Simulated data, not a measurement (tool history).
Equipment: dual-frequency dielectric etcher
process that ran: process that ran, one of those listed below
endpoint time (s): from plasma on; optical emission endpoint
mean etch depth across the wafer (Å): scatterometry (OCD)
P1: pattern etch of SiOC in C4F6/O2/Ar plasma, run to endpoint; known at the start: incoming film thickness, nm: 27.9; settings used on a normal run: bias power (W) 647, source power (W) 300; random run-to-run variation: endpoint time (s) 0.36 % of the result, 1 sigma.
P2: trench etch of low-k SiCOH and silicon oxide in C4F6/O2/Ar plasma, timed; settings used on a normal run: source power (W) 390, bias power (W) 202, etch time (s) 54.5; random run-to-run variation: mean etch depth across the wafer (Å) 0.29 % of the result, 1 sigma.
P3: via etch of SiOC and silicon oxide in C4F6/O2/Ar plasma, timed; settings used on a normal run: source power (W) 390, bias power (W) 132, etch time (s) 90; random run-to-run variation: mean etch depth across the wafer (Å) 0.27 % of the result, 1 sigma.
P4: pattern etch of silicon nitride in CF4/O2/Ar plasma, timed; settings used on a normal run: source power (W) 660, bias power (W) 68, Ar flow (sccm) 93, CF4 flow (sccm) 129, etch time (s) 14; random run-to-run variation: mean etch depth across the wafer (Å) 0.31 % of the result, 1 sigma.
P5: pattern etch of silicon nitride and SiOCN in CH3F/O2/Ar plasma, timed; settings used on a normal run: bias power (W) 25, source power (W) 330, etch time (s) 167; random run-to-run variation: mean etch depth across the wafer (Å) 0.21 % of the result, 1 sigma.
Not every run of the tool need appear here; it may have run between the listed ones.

run	hour	process that ran	bias power (W)	source power (W)	Ar flow (sccm)	CF4 flow (sccm)	etch time (s)	endpoint time (s)	mean etch depth across the wafer (Å)
1	4.2	P1	647	300				9.5523	
2	6.6	P4	68	660	116	129	14		394.67
3	9.8	P3	132	390			90		923.16
4	12.9	P3	78	390			90		797.62
5	14.9	P1	825	300				8.6268	
6	19.3	P1	820	360				8.092	
7	23.8	P1	647	370				8.8416	
8	27.9	P2	202	390			80.5		2595.5
9	31.6	P4	68	540	93	129	14		339.27
10	34.4	P1	647	300				9.5114	
11	38.7	P5	25	330			121.5		161.25
12	40.6	P4	68	660	93	161	14		415.42
13	42.6	P4	68	660	93	129	14		404.95
14	46.3	P1	647	300				9.4593	
15	50.1	P5	25	460			167		247.68
16	53.7	P2	202	390			54.5		1751.6
17	57.3	P1	468	300				10.767	
18	61.8	P2	202	250			54.5		1485.1
19	65.3	P1	647	170				11.74	
20	69.6	P4	49	660	93	129	14		361.33
21	72.7	P5	25	330			167		220.12
22	76.2	P3	132	290			90		825.93
23	78.4	P1	897	410				7.4687	
24	82.4	P2	277	390			54.5		1946.2
25	86.2	P4	68	660	93	129	10		290.97
26	89.8	P1	647	300				9.5569	
27	94	P1	518	400				9.3038	
28	98.3	P3	132	390			117		1200.2
29	102.1	P5	31	330			167		244.9
30	106.4	P1	647	300				9.5267	
31	109.4	P1	647	300				9.5718	
32	112.6	P1	647	300				9.6834	
33	114.6	P1	647	300				9.6941	
34	117.2	P1	647	300				9.6574	
35	120.6	P1	647	300				9.6702	
36	124.3	P1	647	300				9.6931	
37	127.8	P1	647	300				9.699	
# hour 129.7: wet clean of the chamber
38	131	P1	647	300				9.6863	
39	135.2	P1	647	300				9.7105	
40	138.9	P1	647	300				9.7361	

P1 no longer gives what it gave before; its output has crept away from where it was. The following 2 causes, each at its listed size, fit the log equally well:
A: source power that arrives under what is set, % = 4.89
B: bias power that arrives under what is set, % = 4.56
The creep began at about hour 106.4.
What rules out each remaining cause:
chamber walls in a state that lowers the etch rate, %: was serviced at hour 129.7, once the creep was under way, yet the earlier output never came back

Which of the 4 check runs listed below separates the causes, so that each cause would produce a clearly different result? Each run uses one wafer, and its results are marked with question marks.
check 1	142.6	P5	25	330			167		?
check 2	142.6	P4	68	660	93	129	14		?
check 3	142.6	P3	132	390			90		?
check 4	142.6	P2	202	390			54.5		?

Predicted outcomes, by check and by cause:
check	result	if A	if B
check 1	mean etch depth across the wafer (Å)	217.43	216.49
check 2	mean etch depth across the wafer (Å)	388.4	398.7
check 3	mean etch depth across the wafer (Å)	907.78	913.07
check 4	mean etch depth across the wafer (Å)	1722.3	1729.7
Per-check spread between the two closest causes, in the result where they differ most: check 1 0.43 %; check 2 2.62 %; check 3 0.58 %; check 4 0.43 %
Check 2 tells the causes apart: in the others they would give nearly the same result.

Here is what check 2 returned: mean etch depth across the wafer (Å) 396.15. Which cause is it?

It is B: bias power that arrives under what is set, %.

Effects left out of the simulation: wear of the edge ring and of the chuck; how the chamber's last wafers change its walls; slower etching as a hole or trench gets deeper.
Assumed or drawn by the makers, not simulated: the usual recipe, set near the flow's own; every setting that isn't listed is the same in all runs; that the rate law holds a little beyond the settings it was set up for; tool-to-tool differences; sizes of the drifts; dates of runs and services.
